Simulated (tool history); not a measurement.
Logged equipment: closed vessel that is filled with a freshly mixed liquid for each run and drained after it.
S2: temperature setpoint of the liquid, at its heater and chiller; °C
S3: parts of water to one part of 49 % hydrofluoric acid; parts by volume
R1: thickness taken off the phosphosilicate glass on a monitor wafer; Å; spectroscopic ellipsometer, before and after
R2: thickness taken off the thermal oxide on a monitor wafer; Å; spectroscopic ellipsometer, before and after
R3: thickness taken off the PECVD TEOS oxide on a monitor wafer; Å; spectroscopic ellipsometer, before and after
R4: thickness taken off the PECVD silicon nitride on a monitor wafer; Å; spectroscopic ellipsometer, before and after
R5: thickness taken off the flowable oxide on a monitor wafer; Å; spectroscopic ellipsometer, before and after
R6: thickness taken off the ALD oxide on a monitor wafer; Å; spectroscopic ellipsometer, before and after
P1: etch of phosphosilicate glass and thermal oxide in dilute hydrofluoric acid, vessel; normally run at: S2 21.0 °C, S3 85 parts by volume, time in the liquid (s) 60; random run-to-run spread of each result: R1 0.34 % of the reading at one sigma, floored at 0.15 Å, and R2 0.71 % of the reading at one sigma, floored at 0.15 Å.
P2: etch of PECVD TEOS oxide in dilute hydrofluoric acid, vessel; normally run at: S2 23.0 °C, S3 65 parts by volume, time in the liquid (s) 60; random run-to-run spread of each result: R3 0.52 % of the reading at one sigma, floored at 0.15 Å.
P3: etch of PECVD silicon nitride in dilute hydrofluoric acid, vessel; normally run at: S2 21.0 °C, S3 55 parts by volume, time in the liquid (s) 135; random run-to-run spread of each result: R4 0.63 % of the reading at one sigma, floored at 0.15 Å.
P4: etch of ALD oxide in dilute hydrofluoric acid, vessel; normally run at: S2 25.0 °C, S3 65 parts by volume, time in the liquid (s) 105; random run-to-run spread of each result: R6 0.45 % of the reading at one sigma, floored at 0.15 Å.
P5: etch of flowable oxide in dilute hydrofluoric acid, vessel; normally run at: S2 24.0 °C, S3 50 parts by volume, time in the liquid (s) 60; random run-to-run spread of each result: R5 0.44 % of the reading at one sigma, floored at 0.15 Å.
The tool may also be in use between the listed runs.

{"run": 1, "hour": 5.0, "process that ran": "P1", "S2": 21.0, "S3": 85, "time in the liquid (s)": 60, "R1": 439.28, "R2": 31.573}
{"run": 2, "hour": 12.1, "process that ran": "P2", "S2": 23.0, "S3": 65, "time in the liquid (s)": 90, "R3": 306.07}
{"run": 3, "hour": 18.4, "process that ran": "P3", "S2": 21.0, "S3": 55, "time in the liquid (s)": 135, "R4": 43.728}
{"run": 4, "hour": 25.5, "process that ran": "P1", "S2": 25.0, "S3": 25, "time in the liquid (s)": 60, "R1": 1907.9, "R2": 138.36}
{"run": 5, "hour": 31.2, "process that ran": "P1", "S2": 21.0, "S3": 85, "time in the liquid (s)": 60, "R1": 438.84, "R2": 31.969}
{"run": 6, "hour": 37.4, "process that ran": "P1", "S2": 21.0, "S3": 85, "time in the liquid (s)": 60, "R1": 443.19, "R2": 32.013}
{"run": 7, "hour": 44.5, "process that ran": "P1", "S2": 21.0, "S3": 85, "time in the liquid (s)": 60, "R1": 440.62, "R2": 31.67}
{"run": 8, "hour": 51.9, "process that ran": "P5", "S2": 24.0, "S3": 50, "time in the liquid (s)": 90, "R5": 480.01}
{"run": 9, "hour": 57.6, "process that ran": "P1", "S2": 21.0, "S3": 85, "time in the liquid (s)": 60, "R1": 441.82, "R2": 32.35}
{"run": 10, "hour": 65.2, "process that ran": "P1", "S2": 26.5, "S3": 85, "time in the liquid (s)": 90, "R1": 819.9, "R2": 59.213}
{"run": 11, "hour": 68.7, "process that ran": "P2", "S2": 23.0, "S3": 20, "time in the liquid (s)": 60, "R3": 702.41}
{"run": 12, "hour": 73.4, "process that ran": "P1", "S2": 21.0, "S3": 125, "time in the liquid (s)": 60, "R1": 283.81, "R2": 21.342}
{"run": 13, "hour": 79.4, "process that ran": "P3", "S2": 25.0, "S3": 55, "time in the liquid (s)": 135, "R4": 56.965}
{"run": 14, "hour": 85.0, "process that ran": "P2", "S2": 23.0, "S3": 65, "time in the liquid (s)": 60, "R3": 203.49}
{"run": 15, "hour": 91.9, "process that ran": "P4", "S2": 25.0, "S3": 65, "time in the liquid (s)": 50, "R6": 126.96}
{"run": 16, "hour": 97.6, "process that ran": "P4", "S2": 18.0, "S3": 65, "time in the liquid (s)": 105, "R6": 198.51}
{"run": 17, "hour": 103.1, "process that ran": "P5", "S2": 24.0, "S3": 50, "time in the liquid (s)": 60, "R5": 317.37}
{"run": 18, "hour": 110.7, "process that ran": "P1", "S2": 21.0, "S3": 20, "time in the liquid (s)": 60, "R1": 2015.7, "R2": 147.38}
{"run": 19, "hour": 115.8, "process that ran": "P1", "S2": 17.0, "S3": 85, "time in the liquid (s)": 60, "R1": 375.62, "R2": 27.256}
{"run": 20, "hour": 120.6, "process that ran": "P2", "S2": 23.0, "S3": 65, "time in the liquid (s)": 60, "R3": 203.5}
{"run": 21, "hour": 124.6, "process that ran": "P5", "S2": 24.0, "S3": 50, "time in the liquid (s)": 60, "R5": 315.59}
{"run": 22, "hour": 128.2, "process that ran": "P1", "S2": 21.0, "S3": 85, "time in the liquid (s)": 30, "R1": 220.96, "R2": 16.032}
{"run": 23, "hour": 132.3, "process that ran": "P1", "S2": 21.0, "S3": 85, "time in the liquid (s)": 100, "R1": 731.57, "R2": 53.093}
{"run": 24, "hour": 138.2, "process that ran": "P4", "S2": 25.0, "S3": 30, "time in the liquid (s)": 105, "R6": 605.25}
{"run": 25, "hour": 141.8, "process that ran": "P3", "S2": 21.0, "S3": 80, "time in the liquid (s)": 135, "R4": 30.202}
{"run": 26, "hour": 147.8, "process that ran": "P1", "S2": 27.0, "S3": 85, "time in the liquid (s)": 60, "R1": 560.95, "R2": 40.106}
{"run": 27, "hour": 155.5, "process that ran": "P5", "S2": 32.0, "S3": 50, "time in the liquid (s)": 60, "R5": 438.44}
{"run": 28, "hour": 161.0, "process that ran": "P5", "S2": 24.0, "S3": 20, "time in the liquid (s)": 60, "R5": 830.29}
{"run": 29, "hour": 164.8, "process that ran": "P3", "S2": 21.0, "S3": 55, "time in the liquid (s)": 135, "R4": 44.058}
{"run": 30, "hour": 172.5, "process that ran": "P4", "S2": 25.0, "S3": 65, "time in the liquid (s)": 105, "R6": 267.21}
{"run": 31, "hour": 179.1, "process that ran": "P2", "S2": 27.0, "S3": 65, "time in the liquid (s)": 60, "R3": 237.35}
{"run": 32, "hour": 184.4, "process that ran": "P3", "S2": 21.0, "S3": 55, "time in the liquid (s)": 240, "R4": 77.861}
{"run": 33, "hour": 191.6, "process that ran": "P1", "S2": 21.0, "S3": 85, "time in the liquid (s)": 60, "R1": 438.51, "R2": 32.247}
{"run": 34, "hour": 195.2, "process that ran": "P1", "S2": 21.0, "S3": 85, "time in the liquid (s)": 60, "R1": 425.49, "R2": 30.995}
{"run": 35, "hour": 202.7, "process that ran": "P1", "S2": 21.0, "S3": 85, "time in the liquid (s)": 60, "R1": 410.68, "R2": 29.391}
{"run": 36, "hour": 208.3, "process that ran": "P1", "S2": 21.0, "S3": 85, "time in the liquid (s)": 60, "R1": 406.16, "R2": 29.382}
{"run": 37, "hour": 214.2, "process that ran": "P1", "S2": 21.0, "S3": 85, "time in the liquid (s)": 60, "R1": 399.64, "R2": 29.196}
{"run": 38, "hour": 217.8, "process that ran": "P1", "S2": 21.0, "S3": 85, "time in the liquid (s)": 60, "R1": 399.67, "R2": 28.823}

Run 39 comes next. What will it give?
{"run": 39, "hour": 222.0, "process that ran": "P1", "S2": 21.0, "S3": 85, "time in the liquid (s)": 60, "R1": "?", "R2": "?"}

R1: 397.03 Å
R2: 28.811 Å
